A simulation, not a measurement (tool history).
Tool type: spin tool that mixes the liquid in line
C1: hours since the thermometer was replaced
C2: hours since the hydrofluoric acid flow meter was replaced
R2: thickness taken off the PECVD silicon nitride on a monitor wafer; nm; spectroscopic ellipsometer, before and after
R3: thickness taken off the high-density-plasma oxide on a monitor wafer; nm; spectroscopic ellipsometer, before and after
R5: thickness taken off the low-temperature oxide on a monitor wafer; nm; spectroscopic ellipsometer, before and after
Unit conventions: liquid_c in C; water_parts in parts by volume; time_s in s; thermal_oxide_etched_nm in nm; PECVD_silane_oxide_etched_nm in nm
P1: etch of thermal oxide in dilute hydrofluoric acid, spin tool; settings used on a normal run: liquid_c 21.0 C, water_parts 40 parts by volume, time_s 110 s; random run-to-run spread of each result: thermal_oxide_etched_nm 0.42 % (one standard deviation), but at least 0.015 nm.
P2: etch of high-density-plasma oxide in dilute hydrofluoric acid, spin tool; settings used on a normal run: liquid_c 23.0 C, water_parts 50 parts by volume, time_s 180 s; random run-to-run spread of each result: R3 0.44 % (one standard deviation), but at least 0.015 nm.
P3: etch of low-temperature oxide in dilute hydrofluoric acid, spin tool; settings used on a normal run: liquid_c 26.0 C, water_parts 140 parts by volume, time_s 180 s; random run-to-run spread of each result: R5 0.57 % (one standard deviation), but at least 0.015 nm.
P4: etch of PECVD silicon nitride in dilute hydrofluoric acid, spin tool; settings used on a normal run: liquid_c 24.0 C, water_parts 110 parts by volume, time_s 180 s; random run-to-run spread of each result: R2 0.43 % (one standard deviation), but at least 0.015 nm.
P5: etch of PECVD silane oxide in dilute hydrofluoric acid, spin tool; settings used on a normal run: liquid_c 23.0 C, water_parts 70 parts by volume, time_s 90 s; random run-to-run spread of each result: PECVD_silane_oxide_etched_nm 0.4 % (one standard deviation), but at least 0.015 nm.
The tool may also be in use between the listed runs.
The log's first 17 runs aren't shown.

Run 18, hour 230.6: process P5, liquid_c 29.5 C, water_parts 70 parts by volume, time_s 90 s; C1 189.2; C2 171.6. Result: PECVD_silane_oxide_etched_nm 24.2220 nm.
Run 19, hour 242.6: process P1, liquid_c 21.0 C, water_parts 20 parts by volume, time_s 110 s; C1 201.2; C2 183.6. Result: thermal_oxide_etched_nm 24.8480 nm.
Run 20, hour 252.4: process P2, liquid_c 23.0 C, water_parts 75 parts by volume, time_s 180 s; C1 211.0; C2 193.4. Result: R3 12.286 nm.
Run 21, hour 268.5: process P1, liquid_c 21.0 C, water_parts 60 parts by volume, time_s 110 s; C1 227.1; C2 209.5. Result: thermal_oxide_etched_nm 7.8797 nm.
Run 22, hour 277.9: process P5, liquid_c 23.0 C, water_parts 35 parts by volume, time_s 90 s; C1 236.5; C2 218.9. Result: PECVD_silane_oxide_etched_nm 39.1420 nm.
Run 23, hour 287.6: process P4, liquid_c 24.0 C, water_parts 110 parts by volume, time_s 180 s; C1 246.2; C2 228.6. Result: R2 4.97330 nm.
Run 24, hour 303.0: process P1, liquid_c 21.0 C, water_parts 40 parts by volume, time_s 110 s; C1 261.6; C2 244.0. Result: thermal_oxide_etched_nm 12.1170 nm.
Run 25, hour 311.4: process P4, liquid_c 24.0 C, water_parts 55 parts by volume, time_s 180 s; C1 270.0; C2 252.4. Result: R2 9.71280 nm.
Run 26, hour 319.5: process P3, liquid_c 26.0 C, water_parts 140 parts by volume, time_s 180 s; C1 278.1; C2 260.5. Result: R5 16.5280 nm.
Run 27, hour 329.6: process P3, liquid_c 26.0 C, water_parts 235 parts by volume, time_s 180 s; C1 288.2; C2 270.6. Result: R5 8.8034 nm.
Run 28, hour 342.1: process P1, liquid_c 21.0 C, water_parts 40 parts by volume, time_s 110 s; C1 300.7; C2 283.1. Result: thermal_oxide_etched_nm 12.0470 nm.
Run 29, hour 358.8: process P3, liquid_c 26.0 C, water_parts 140 parts by volume, time_s 355 s; C1 317.4; C2 299.8. Result: R5 32.4670 nm.
Run 30, hour 372.2: process P4, liquid_c 24.0 C, water_parts 110 parts by volume, time_s 180 s; C1 330.8; C2 313.2. Result: R2 4.95710 nm.

Predict the results of run 31:
Run 31, hour 387.8: process P1, liquid_c 21.0 C, water_parts 40 parts by volume, time_s 110 s; C1 346.4; C2 328.8. Result: thermal_oxide_etched_nm ?.

thermal_oxide_etched_nm: 12.0490 nm

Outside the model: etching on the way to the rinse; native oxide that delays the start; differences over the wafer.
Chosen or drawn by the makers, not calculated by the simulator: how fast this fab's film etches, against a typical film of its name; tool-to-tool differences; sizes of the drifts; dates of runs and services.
